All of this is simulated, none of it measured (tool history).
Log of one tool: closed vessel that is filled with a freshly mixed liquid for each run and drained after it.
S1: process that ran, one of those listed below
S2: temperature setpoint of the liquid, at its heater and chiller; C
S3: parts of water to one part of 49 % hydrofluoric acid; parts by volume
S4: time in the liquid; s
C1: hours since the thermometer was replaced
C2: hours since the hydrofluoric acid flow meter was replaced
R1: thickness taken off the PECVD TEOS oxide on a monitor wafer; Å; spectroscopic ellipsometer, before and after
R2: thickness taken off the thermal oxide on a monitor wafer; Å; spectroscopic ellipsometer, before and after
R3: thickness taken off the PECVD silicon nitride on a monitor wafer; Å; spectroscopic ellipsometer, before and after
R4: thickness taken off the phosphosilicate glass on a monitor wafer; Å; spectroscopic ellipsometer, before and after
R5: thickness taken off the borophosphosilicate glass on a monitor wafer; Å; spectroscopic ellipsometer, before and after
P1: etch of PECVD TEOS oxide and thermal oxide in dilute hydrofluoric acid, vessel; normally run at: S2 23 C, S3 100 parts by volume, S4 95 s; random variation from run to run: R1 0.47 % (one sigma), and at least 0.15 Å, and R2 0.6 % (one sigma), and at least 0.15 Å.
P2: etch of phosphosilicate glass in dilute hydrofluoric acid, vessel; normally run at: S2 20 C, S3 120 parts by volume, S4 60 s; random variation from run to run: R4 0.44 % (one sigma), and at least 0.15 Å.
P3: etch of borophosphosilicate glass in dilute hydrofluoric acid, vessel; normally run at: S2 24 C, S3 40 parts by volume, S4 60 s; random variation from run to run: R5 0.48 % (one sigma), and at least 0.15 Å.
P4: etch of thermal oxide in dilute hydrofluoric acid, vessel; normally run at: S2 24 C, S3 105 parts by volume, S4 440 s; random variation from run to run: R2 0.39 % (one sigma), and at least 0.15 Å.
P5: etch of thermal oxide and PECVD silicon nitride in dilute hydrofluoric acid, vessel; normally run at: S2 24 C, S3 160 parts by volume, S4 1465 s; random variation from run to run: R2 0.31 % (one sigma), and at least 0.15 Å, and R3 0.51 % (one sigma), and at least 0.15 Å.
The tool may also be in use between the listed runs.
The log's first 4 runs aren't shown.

Run 5, hour 68.8: S1 P2, S2 20 C, S3 50 parts by volume, S4 60 s; C1 575.7; C2 238.7. Result: R4 644.61 Å.
Run 6, hour 86.9: S1 P1, S2 23 C, S3 170 parts by volume, S4 95 s; C1 593.8; C2 256.8. Result: R1 54.192 Å, R2 22.403 Å.
Run 7, hour 106.1: S1 P1, S2 23 C, S3 100 parts by volume, S4 30 s; C1 613; C2 276. Result: R1 31.094 Å, R2 13.141 Å.
Run 8, hour 125.3: S1 P1, S2 27.5 C, S3 100 parts by volume, S4 30 s; C1 632.2; C2 295.2. Result: R1 36.8 Å, R2 15.315 Å.
Run 9, hour 144.6: S1 P1, S2 23 C, S3 100 parts by volume, S4 95 s; C1 651.5; C2 314.5. Result: R1 99.514 Å, R2 40.839 Å.
Run 10, hour 163.7: S1 P1, S2 31.5 C, S3 100 parts by volume, S4 95 s; C1 670.6; C2 333.6. Result: R1 136.92 Å, R2 56.912 Å.
Run 11, hour 175.3: S1 P4, S2 24 C, S3 160 parts by volume, S4 440 s; C1 682.2; C2 345.2. Result: R2 111.09 Å.
Run 12, hour 193.4: S1 P2, S2 17 C, S3 120 parts by volume, S4 60 s; C1 700.3; C2 363.3. Result: R4 218.3 Å.
Run 13, hour 203.3: S1 P2, S2 20 C, S3 120 parts by volume, S4 105 s; C1 710.2; C2 373.2. Result: R4 433.11 Å.
Run 14, hour 217.8: S1 P1, S2 23 C, S3 160 parts by volume, S4 165 s; C1 724.7; C2 387.7. Result: R1 99.461 Å, R2 41.713 Å.
Run 15, hour 232.9: S1 P4, S2 28 C, S3 105 parts by volume, S4 440 s; C1 739.8; C2 402.8. Result: R2 211.5 Å.
Run 16, hour 243.4: S1 P1, S2 23 C, S3 100 parts by volume, S4 95 s; C1 750.3; C2 413.3. Result: R1 99.822 Å, R2 41.529 Å.
Run 17, hour 259.4: S1 P1, S2 23 C, S3 100 parts by volume, S4 95 s; C1 766.3; C2 429.3. Result: R1 99.037 Å, R2 41.248 Å.
Run 18, hour 270.9: S1 P5, S2 24 C, S3 160 parts by volume, S4 2830 s; C1 777.8; C2 440.8. Result: R2 784.44 Å, R3 734.83 Å.
Run 19, hour 282.1: S1 P1, S2 23 C, S3 100 parts by volume, S4 95 s; C1 789; C2 452. Result: R1 98.908 Å, R2 41.046 Å.
Run 20, hour 296.6: S1 P1, S2 17 C, S3 100 parts by volume, S4 95 s; C1 803.5; C2 466.5. Result: R1 77.296 Å, R2 32.029 Å.
Run 21, hour 315.1: S1 P4, S2 24 C, S3 105 parts by volume, S4 440 s; C1 822; C2 485. Result: R2 179.86 Å.
Run 22, hour 331.9: S1 P2, S2 20 C, S3 120 parts by volume, S4 60 s; C1 838.8; C2 501.8. Result: R4 249.19 Å.
Run 23, hour 341.3: S1 P5, S2 24 C, S3 160 parts by volume, S4 1465 s; C1 848.2; C2 511.2. Result: R2 404.36 Å, R3 379.29 Å.
Run 24, hour 359.5: S1 P3, S2 30 C, S3 40 parts by volume, S4 60 s; C1 866.4; C2 529.4. Result: R5 938.13 Å.
Run 25, hour 371.3: S1 P1, S2 23 C, S3 100 parts by volume, S4 95 s; C1 878.2; C2 541.2. Result: R1 98.732 Å, R2 40.837 Å.
Run 26, hour 386.3: S1 P3, S2 24 C, S3 20 parts by volume, S4 60 s; C1 893.2; C2 556.2. Result: R5 1501.2 Å.

The next listed run, before its measurement:
Run 27, hour 399.4: S1 P5, S2 20 C, S3 160 parts by volume, S4 1465 s; C1 906.3; C2 569.3. Result: R2 ?, R3 ?.

{"run 27": {"R2": 345.92, "R3": 292.28}}
